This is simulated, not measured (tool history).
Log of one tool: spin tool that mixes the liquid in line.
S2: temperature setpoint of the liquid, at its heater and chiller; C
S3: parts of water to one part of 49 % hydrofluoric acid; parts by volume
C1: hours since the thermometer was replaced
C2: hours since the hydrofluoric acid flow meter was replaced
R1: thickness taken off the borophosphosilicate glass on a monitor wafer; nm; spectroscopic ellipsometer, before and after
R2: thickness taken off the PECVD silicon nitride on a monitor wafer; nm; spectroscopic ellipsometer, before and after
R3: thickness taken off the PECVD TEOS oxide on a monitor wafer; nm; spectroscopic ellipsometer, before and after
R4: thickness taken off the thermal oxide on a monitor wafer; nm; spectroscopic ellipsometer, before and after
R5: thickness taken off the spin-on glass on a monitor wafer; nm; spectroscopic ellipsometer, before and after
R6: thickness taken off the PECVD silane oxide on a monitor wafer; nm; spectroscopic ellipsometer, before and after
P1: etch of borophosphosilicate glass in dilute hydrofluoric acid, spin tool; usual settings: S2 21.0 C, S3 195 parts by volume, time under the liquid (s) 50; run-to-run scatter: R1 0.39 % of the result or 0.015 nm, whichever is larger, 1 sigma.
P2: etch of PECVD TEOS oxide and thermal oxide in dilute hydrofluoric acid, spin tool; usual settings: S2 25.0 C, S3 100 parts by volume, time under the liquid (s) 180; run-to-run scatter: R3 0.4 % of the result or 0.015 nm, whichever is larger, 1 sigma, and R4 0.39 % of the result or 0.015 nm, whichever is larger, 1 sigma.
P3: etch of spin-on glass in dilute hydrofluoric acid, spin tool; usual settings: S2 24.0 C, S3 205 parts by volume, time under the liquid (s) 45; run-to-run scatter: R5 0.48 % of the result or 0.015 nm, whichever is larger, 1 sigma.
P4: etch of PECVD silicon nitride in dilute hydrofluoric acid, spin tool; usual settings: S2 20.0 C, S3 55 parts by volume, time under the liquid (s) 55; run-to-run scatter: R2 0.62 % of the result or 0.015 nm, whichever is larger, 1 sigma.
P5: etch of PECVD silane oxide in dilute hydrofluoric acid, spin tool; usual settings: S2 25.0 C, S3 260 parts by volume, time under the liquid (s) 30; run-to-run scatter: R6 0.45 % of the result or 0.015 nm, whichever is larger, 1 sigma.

{"run": 1, "hour": 3.5, "process that ran": "P1", "S2": 21.0, "S3": 195, "time under the liquid (s)": 50, "C1": 687.8, "C2": 588.9, "R1": 11.984}
{"run": 2, "hour": 7.4, "process that ran": "P4", "S2": 25.0, "S3": 55, "time under the liquid (s)": 55, "C1": 691.7, "C2": 592.8, "R2": 6.148}
{"run": 3, "hour": 9.9, "process that ran": "P2", "S2": 25.0, "S3": 165, "time under the liquid (s)": 180, "C1": 694.2, "C2": 595.3, "R3": 9.5644, "R4": 4.7678}
{"run": 4, "hour": 12.7, "process that ran": "P3", "S2": 28.5, "S3": 205, "time under the liquid (s)": 45, "C1": 697.0, "C2": 598.1, "R5": 7.1137}
{"run": 5, "hour": 16.2, "process that ran": "P3", "S2": 24.0, "S3": 205, "time under the liquid (s)": 45, "C1": 700.5, "C2": 601.6, "R5": 6.0475}
{"run": 6, "hour": 18.4, "process that ran": "P1", "S2": 25.5, "S3": 260, "time under the liquid (s)": 50, "C1": 702.7, "C2": 603.8, "R1": 10.019}
{"run": 7, "hour": 21.6, "process that ran": "P1", "S2": 21.0, "S3": 195, "time under the liquid (s)": 85, "C1": 705.9, "C2": 607.0, "R1": 20.667}
{"run": 8, "hour": 25.8, "process that ran": "P1", "S2": 21.0, "S3": 115, "time under the liquid (s)": 15, "C1": 710.1, "C2": 611.2, "R1": 6.7064}
{"run": 9, "hour": 28.1, "process that ran": "P2", "S2": 18.5, "S3": 100, "time under the liquid (s)": 180, "C1": 712.4, "C2": 613.5, "R3": 12.995, "R4": 6.5568}
{"run": 10, "hour": 31.4, "process that ran": "P5", "S2": 25.0, "S3": 465, "time under the liquid (s)": 30, "C1": 715.7, "C2": 616.8, "R6": 2.2058}
{"run": 11, "hour": 35.7, "process that ran": "P1", "S2": 21.0, "S3": 195, "time under the liquid (s)": 15, "C1": 720.0, "C2": 621.1, "R1": 3.6174}
{"run": 12, "hour": 40.2, "process that ran": "P4", "S2": 20.0, "S3": 55, "time under the liquid (s)": 15, "C1": 724.5, "C2": 625.6, "R2": 1.2001}
{"run": 13, "hour": 43.4, "process that ran": "P3", "S2": 24.0, "S3": 90, "time under the liquid (s)": 45, "C1": 727.7, "C2": 628.8, "R5": 15.769}
{"run": 14, "hour": 47.5, "process that ran": "P5", "S2": 33.0, "S3": 260, "time under the liquid (s)": 30, "C1": 731.8, "C2": 632.9, "R6": 6.2968}
{"run": 15, "hour": 51.0, "process that ran": "P1", "S2": 21.0, "S3": 75, "time under the liquid (s)": 50, "C1": 735.3, "C2": 636.4, "R1": 35.855}
{"run": 16, "hour": 55.2, "process that ran": "P4", "S2": 20.0, "S3": 55, "time under the liquid (s)": 55, "C1": 739.5, "C2": 640.6, "R2": 4.4114}
{"run": 17, "hour": 59.3, "process that ran": "P1", "S2": 21.0, "S3": 195, "time under the liquid (s)": 50, "C1": 743.6, "C2": 644.7, "R1": 12.12}
{"run": 18, "hour": 62.0, "process that ran": "P1", "S2": 21.0, "S3": 300, "time under the liquid (s)": 50, "C1": 746.3, "C2": 647.4, "R1": 7.1264}
{"run": 19, "hour": 66.0, "process that ran": "P1", "S2": 17.0, "S3": 195, "time under the liquid (s)": 50, "C1": 750.3, "C2": 651.4, "R1": 10.363}
{"run": 20, "hour": 70.0, "process that ran": "P2", "S2": 25.0, "S3": 100, "time under the liquid (s)": 180, "C1": 754.3, "C2": 655.4, "R3": 17.052, "R4": 8.6031}
{"run": 21, "hour": 74.1, "process that ran": "P1", "S2": 21.0, "S3": 195, "time under the liquid (s)": 50, "C1": 758.4, "C2": 659.5, "R1": 12.085}
{"run": 22, "hour": 76.2, "process that ran": "P1", "S2": 21.0, "S3": 195, "time under the liquid (s)": 50, "C1": 760.5, "C2": 661.6, "R1": 12.105}
{"run": 23, "hour": 79.2, "process that ran": "P5", "S2": 25.0, "S3": 260, "time under the liquid (s)": 15, "C1": 763.5, "C2": 664.6, "R6": 2.39}
{"run": 24, "hour": 83.1, "process that ran": "P4", "S2": 20.0, "S3": 55, "time under the liquid (s)": 55, "C1": 767.4, "C2": 668.5, "R2": 4.4158}
{"run": 25, "hour": 86.8, "process that ran": "P1", "S2": 21.0, "S3": 195, "time under the liquid (s)": 50, "C1": 771.1, "C2": 672.2, "R1": 12.13}
{"run": 26, "hour": 91.2, "process that ran": "P1", "S2": 21.0, "S3": 195, "time under the liquid (s)": 50, "C1": 775.5, "C2": 676.6, "R1": 12.08}
{"run": 27, "hour": 94.3, "process that ran": "P1", "S2": 21.0, "S3": 195, "time under the liquid (s)": 50, "C1": 778.6, "C2": 679.7, "R1": 12.093}
{"run": 28, "hour": 97.4, "process that ran": "P4", "S2": 20.0, "S3": 20, "time under the liquid (s)": 55, "C1": 781.7, "C2": 682.8, "R2": 11.731}
{"run": 29, "hour": 101.5, "process that ran": "P1", "S2": 26.5, "S3": 195, "time under the liquid (s)": 50, "C1": 785.8, "C2": 686.9, "R1": 14.833}
{"run": 30, "hour": 105.2, "process that ran": "P3", "S2": 24.0, "S3": 205, "time under the liquid (s)": 80, "C1": 789.5, "C2": 690.6, "R5": 10.772}
{"run": 31, "hour": 108.0, "process that ran": "P5", "S2": 25.0, "S3": 260, "time under the liquid (s)": 30, "C1": 792.3, "C2": 693.4, "R6": 4.7685}
{"run": 32, "hour": 110.0, "process that ran": "P2", "S2": 25.0, "S3": 100, "time under the liquid (s)": 45, "C1": 794.3, "C2": 695.4, "R3": 4.2421, "R4": 2.1266}
{"run": 33, "hour": 113.6, "process that ran": "P1", "S2": 28.5, "S3": 195, "time under the liquid (s)": 75, "C1": 797.9, "C2": 699.0, "R1": 23.841}
{"run": 34, "hour": 117.0, "process that ran": "P1", "S2": 21.0, "S3": 195, "time under the liquid (s)": 50, "C1": 801.3, "C2": 702.4, "R1": 12.168}
{"run": 35, "hour": 121.4, "process that ran": "P1", "S2": 21.0, "S3": 195, "time under the liquid (s)": 50, "C1": 805.7, "C2": 706.8, "R1": 11.637}
{"run": 36, "hour": 123.5, "process that ran": "P1", "S2": 21.0, "S3": 195, "time under the liquid (s)": 50, "C1": 807.8, "C2": 708.9, "R1": 11.659}
{"run": 37, "hour": 126.6, "process that ran": "P1", "S2": 21.0, "S3": 195, "time under the liquid (s)": 50, "C1": 810.9, "C2": 712.0, "R1": 11.463}
{"run": 38, "hour": 129.2, "process that ran": "P1", "S2": 21.0, "S3": 195, "time under the liquid (s)": 50, "C1": 813.5, "C2": 714.6, "R1": 11.255}
{"run": 39, "hour": 132.6, "process that ran": "P1", "S2": 21.0, "S3": 195, "time under the liquid (s)": 50, "C1": 816.9, "C2": 718.0, "R1": 11.253}
{"run": 40, "hour": 135.9, "process that ran": "P1", "S2": 21.0, "S3": 195, "time under the liquid (s)": 50, "C1": 820.2, "C2": 721.3, "R1": 11.186}
{"run": 41, "hour": 139.2, "process that ran": "P1", "S2": 21.0, "S3": 195, "time under the liquid (s)": 50, "C1": 823.5, "C2": 724.6, "R1": 11.16}
{"run": 42, "hour": 143.2, "process that ran": "P1", "S2": 21.0, "S3": 195, "time under the liquid (s)": 50, "C1": 827.5, "C2": 728.6, "R1": 11.185}
{"run": 43, "hour": 146.8, "process that ran": "P1", "S2": 21.0, "S3": 195, "time under the liquid (s)": 50, "C1": 831.1, "C2": 732.2, "R1": 11.072}
{"run": 44, "hour": 150.1, "process that ran": "P1", "S2": 21.0, "S3": 195, "time under the liquid (s)": 50, "C1": 834.4, "C2": 735.5, "R1": 11.114}

What P1 gives has crept away from where it was. These 2 causes fit the log equally well, each at the size given:
A: hydrofluoric acid flow below the setpoint (%) = 6.47
B: liquid colder than its thermometer reads (K) = 2.08
The creep began at about hour 117.0.

4 check runs are offered, one wafer each, their results left as question marks. Which one tells the causes apart?
{"run": "check 1", "hour": 153.4, "process that ran": "P3", "S2": 24.0, "S3": 205, "time under the liquid (s)": 45, "R5": "?"}
{"run": "check 2", "hour": 153.4, "process that ran": "P4", "S2": 20.0, "S3": 55, "time under the liquid (s)": 55, "R2": "?"}
{"run": "check 3", "hour": 153.4, "process that ran": "P5", "S2": 25.0, "S3": 260, "time under the liquid (s)": 30, "R6": "?"}
{"run": "check 4", "hour": 153.4, "process that ran": "P2", "S2": 25.0, "S3": 100, "time under the liquid (s)": 180, "R3": "?", "R4": "?"}

What each check would give under each cause:
check=check_1 result=R5 if_A=5.5825 if_B=5.6072
check=check_2 result=R2 if_A=4.1155 if_B=3.7981
check=check_3 result=R6 if_A=4.3917 if_B=4.4415
check=check_4 result=R3 if_A=15.7700 if_B=15.6620
check=check_4 result=R4 if_A=7.9405 if_B=7.8862
How far apart the two closest causes lie, in the result that separates them most: check 1 0.44 %; check 2 8.03 %; check 3 1.13 %; check 4 0.69 %
Check 2 tells the causes apart: in the others they would give nearly the same result.

Then check 2 was run and gave: R2 3.7586 nm. Which cause is it?

It is B: liquid colder than its thermometer reads (K).

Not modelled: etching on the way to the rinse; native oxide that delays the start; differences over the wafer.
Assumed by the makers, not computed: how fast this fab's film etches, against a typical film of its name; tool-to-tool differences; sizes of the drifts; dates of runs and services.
